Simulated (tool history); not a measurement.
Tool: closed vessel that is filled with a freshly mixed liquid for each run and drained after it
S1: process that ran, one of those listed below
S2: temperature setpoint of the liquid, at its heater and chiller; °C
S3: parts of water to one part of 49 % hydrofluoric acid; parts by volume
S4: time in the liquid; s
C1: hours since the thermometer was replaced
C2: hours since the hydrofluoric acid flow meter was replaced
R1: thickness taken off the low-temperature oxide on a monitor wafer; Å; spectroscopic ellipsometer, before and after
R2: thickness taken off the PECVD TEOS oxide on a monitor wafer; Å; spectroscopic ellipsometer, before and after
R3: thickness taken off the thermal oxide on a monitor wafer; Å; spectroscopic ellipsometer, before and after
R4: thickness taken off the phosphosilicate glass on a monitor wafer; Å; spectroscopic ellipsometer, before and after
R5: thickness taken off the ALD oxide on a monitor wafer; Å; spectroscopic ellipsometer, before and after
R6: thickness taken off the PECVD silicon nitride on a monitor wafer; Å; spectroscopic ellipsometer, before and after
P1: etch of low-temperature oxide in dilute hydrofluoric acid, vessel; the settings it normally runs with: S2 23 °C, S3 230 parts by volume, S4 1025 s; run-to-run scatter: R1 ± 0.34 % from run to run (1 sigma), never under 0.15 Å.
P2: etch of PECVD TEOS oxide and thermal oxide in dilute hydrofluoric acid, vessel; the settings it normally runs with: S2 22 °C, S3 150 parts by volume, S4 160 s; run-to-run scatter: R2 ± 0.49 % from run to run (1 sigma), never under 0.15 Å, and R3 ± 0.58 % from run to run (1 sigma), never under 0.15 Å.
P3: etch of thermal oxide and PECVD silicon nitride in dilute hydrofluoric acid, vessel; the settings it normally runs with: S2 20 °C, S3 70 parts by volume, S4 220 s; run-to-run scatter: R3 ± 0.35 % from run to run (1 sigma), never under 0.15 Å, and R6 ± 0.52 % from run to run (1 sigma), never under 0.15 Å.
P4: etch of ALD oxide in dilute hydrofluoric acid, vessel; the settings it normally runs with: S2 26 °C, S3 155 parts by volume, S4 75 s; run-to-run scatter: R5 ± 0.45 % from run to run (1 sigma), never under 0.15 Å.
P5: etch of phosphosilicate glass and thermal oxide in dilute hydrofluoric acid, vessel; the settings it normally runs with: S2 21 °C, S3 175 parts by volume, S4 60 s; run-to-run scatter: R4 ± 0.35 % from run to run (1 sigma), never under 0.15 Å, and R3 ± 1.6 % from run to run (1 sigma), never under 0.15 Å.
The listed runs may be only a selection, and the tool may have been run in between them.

{"run": 1, "day": 0.338, "S1": "P1", "S2": 23, "S3": 230, "S4": 1025, "C1": 120.5, "C2": 1410.3, "R1": 439.9}
{"run": 2, "day": 0.9, "S1": "P2", "S2": 22, "S3": 50, "S4": 160, "C1": 134, "C2": 1423.8, "R2": 585.44, "R3": 151.19}
{"run": 3, "day": 1.567, "S1": "P5", "S2": 17, "S3": 175, "S4": 60, "C1": 150, "C2": 1439.8, "R3": 11.004, "R4": 240.41}
{"run": 4, "day": 2.046, "S1": "P2", "S2": 22, "S3": 150, "S4": 230, "C1": 161.5, "C2": 1451.3, "R2": 246.86, "R3": 65.314}
{"run": 5, "day": 2.462, "S1": "P1", "S2": 23, "S3": 230, "S4": 1025, "C1": 171.5, "C2": 1461.3, "R1": 439.39}
{"run": 6, "day": 2.842, "S1": "P1", "S2": 23, "S3": 230, "S4": 1025, "C1": 180.6, "C2": 1470.4, "R1": 439.91}
{"run": 7, "day": 3.529, "S1": "P1", "S2": 23, "S3": 230, "S4": 560, "C1": 197.1, "C2": 1486.9, "R1": 240.63}
{"run": 8, "day": 4.129, "S1": "P4", "S2": 22, "S3": 155, "S4": 75, "C1": 211.5, "C2": 1501.3, "R5": 67.751}
{"run": 9, "day": 4.808, "S1": "P1", "S2": 23, "S3": 230, "S4": 1025, "C1": 227.8, "C2": 1517.6, "R1": 443.04}
{"run": 10, "day": 5.521, "S1": "P1", "S2": 23, "S3": 395, "S4": 1490, "C1": 244.9, "C2": 1534.7, "R1": 318}
{"run": 11, "day": 6.104, "S1": "P1", "S2": 23, "S3": 230, "S4": 1025, "C1": 258.9, "C2": 1548.7, "R1": 441.52}
{"run": 12, "day": 6.542, "S1": "P3", "S2": 20, "S3": 70, "S4": 425, "C1": 269.4, "C2": 1559.2, "R3": 262.37, "R6": 206.81}
{"run": 13, "day": 7.062, "S1": "P4", "S2": 26, "S3": 155, "S4": 75, "C1": 281.9, "C2": 1571.7, "R5": 78.938}
{"run": 14, "day": 7.625, "S1": "P3", "S2": 20, "S3": 95, "S4": 220, "C1": 295.4, "C2": 1585.2, "R3": 97.393, "R6": 78.863}
{"run": 15, "day": 8.35, "S1": "P5", "S2": 21, "S3": 175, "S4": 60, "C1": 312.8, "C2": 1602.6, "R3": 13.524, "R4": 280.74}
{"run": 16, "day": 9.1, "S1": "P1", "S2": 31, "S3": 230, "S4": 1025, "C1": 330.8, "C2": 1620.6, "R1": 583.47}
{"run": 17, "day": 9.688, "S1": "P5", "S2": 21, "S3": 175, "S4": 60, "C1": 344.9, "C2": 1634.7, "R3": 13.301, "R4": 282.5}
{"run": 18, "day": 10.3, "S1": "P1", "S2": 23, "S3": 85, "S4": 1025, "C1": 359.6, "C2": 1649.4, "R1": 1397.6}
{"run": 19, "day": 11.079, "S1": "P3", "S2": 20, "S3": 70, "S4": 220, "C1": 378.3, "C2": 1668.1, "R3": 136.56, "R6": 107.75}
{"run": 20, "day": 11.829, "S1": "P1", "S2": 23, "S3": 230, "S4": 1750, "C1": 396.3, "C2": 1686.1, "R1": 751.85}
{"run": 21, "day": 12.2, "S1": "P5", "S2": 21, "S3": 175, "S4": 110, "C1": 405.2, "C2": 1695, "R3": 24.957, "R4": 514.82}
{"run": 22, "day": 12.7, "S1": "P4", "S2": 26, "S3": 260, "S4": 75, "C1": 417.2, "C2": 1707, "R5": 42.336}
{"run": 23, "day": 13.054, "S1": "P4", "S2": 26, "S3": 155, "S4": 75, "C1": 425.7, "C2": 1715.5, "R5": 78.989}
{"run": 24, "day": 13.471, "S1": "P1", "S2": 23, "S3": 375, "S4": 1025, "C1": 435.7, "C2": 1725.5, "R1": 235.14}
{"run": 25, "day": 14.204, "S1": "P5", "S2": 21, "S3": 30, "S4": 60, "C1": 453.3, "C2": 1743.1, "R3": 92.999, "R4": 1929.6}
{"run": 26, "day": 14.729, "S1": "P1", "S2": 18, "S3": 230, "S4": 1025, "C1": 465.9, "C2": 1755.7, "R1": 362.59}
{"run": 27, "day": 15.262, "S1": "P3", "S2": 17, "S3": 70, "S4": 220, "C1": 478.7, "C2": 1768.5, "R3": 120.57, "R6": 86.871}
{"run": 28, "day": 15.796, "S1": "P3", "S2": 20, "S3": 70, "S4": 220, "C1": 491.5, "C2": 1781.3, "R3": 135.9, "R6": 107.12}
{"run": 29, "day": 16.129, "S1": "P2", "S2": 22, "S3": 150, "S4": 160, "C1": 499.5, "C2": 1789.3, "R2": 172.68, "R3": 45.335}
{"run": 30, "day": 16.517, "S1": "P1", "S2": 23, "S3": 230, "S4": 1025, "C1": 508.8, "C2": 1798.6, "R1": 436.98}
{"run": 31, "day": 16.896, "S1": "P2", "S2": 28, "S3": 150, "S4": 160, "C1": 517.9, "C2": 1807.7, "R2": 215.74, "R3": 56.734}
{"run": 32, "day": 17.446, "S1": "P4", "S2": 26, "S3": 155, "S4": 120, "C1": 531.1, "C2": 1820.9, "R5": 127.58}
{"run": 33, "day": 18.088, "S1": "P1", "S2": 23, "S3": 230, "S4": 1025, "C1": 546.5, "C2": 1836.3, "R1": 436.07}
{"run": 34, "day": 18.754, "S1": "P1", "S2": 23, "S3": 230, "S4": 1025, "C1": 562.5, "C2": 1852.3, "R1": 425.25}
{"run": 35, "day": 19.388, "S1": "P1", "S2": 23, "S3": 230, "S4": 1025, "C1": 577.7, "C2": 1867.5, "R1": 414.99}
{"run": 36, "day": 19.9, "S1": "P1", "S2": 23, "S3": 230, "S4": 1025, "C1": 590, "C2": 1879.8, "R1": 412.28}
{"run": 37, "day": 20.288, "S1": "P1", "S2": 23, "S3": 230, "S4": 1025, "C1": 599.3, "C2": 1889.1, "R1": 411.07}
{"run": 38, "day": 20.962, "S1": "P1", "S2": 23, "S3": 230, "S4": 1025, "C1": 615.5, "C2": 1905.3, "R1": 410.25}
{"run": 39, "day": 21.688, "S1": "P1", "S2": 23, "S3": 230, "S4": 1025, "C1": 632.9, "C2": 1922.7, "R1": 408.15}

Something has made what P1 gives creep away from where it was; the 2 causes below, each at its own stated size, fit the log equally well:
A: hydrofluoric acid flow below the setpoint (%) = 5.51
B: liquid colder than its thermometer reads (K) = 1.9
The onset of the drift is placed at about day 18.088.

Listed below are the offered check runs, one wafer per run, with question marks in place of results. For which of them would the causes give clearly different outcomes?
{"run": "check 1", "day": 22.412, "S1": "P4", "S2": 26, "S3": 155, "S4": 75, "R5": "?"}
{"run": "check 2", "day": 22.412, "S1": "P2", "S2": 22, "S3": 150, "S4": 160, "R2": "?", "R3": "?"}
{"run": "check 3", "day": 22.412, "S1": "P3", "S2": 20, "S3": 70, "S4": 220, "R3": "?", "R6": "?"}
{"run": "check 4", "day": 22.412, "S1": "P5", "S2": 21, "S3": 175, "S4": 60, "R3": "?", "R4": "?"}

If the cause were each of the candidates in turn, the checks would give the following:
check=check_1 result=R5 if_A=74.377 if_B=74.062
check=check_2 result=R2 if_A=161.31 if_B=159.92
check=check_2 result=R3 if_A=42.174 if_B=41.811
check=check_3 result=R3 if_A=128.11 if_B=125.72
check=check_3 result=R6 if_A=101.76 if_B=94.259
check=check_4 result=R3 if_A=12.237 if_B=12.148
check=check_4 result=R4 if_A=263.42 if_B=261.5
Per-check spread between the two closest causes, in the result where they differ most: check 1 0.42 %; check 2 0.86 %; check 3 7.66 %; check 4 0.73 %
Check 3 tells the causes apart: in the others they would give nearly the same result.

Then check 3 was run and gave: R3 125.88 Å; R6 94.076 Å. Which cause is it?

It was cause B: liquid colder than its thermometer reads (K).
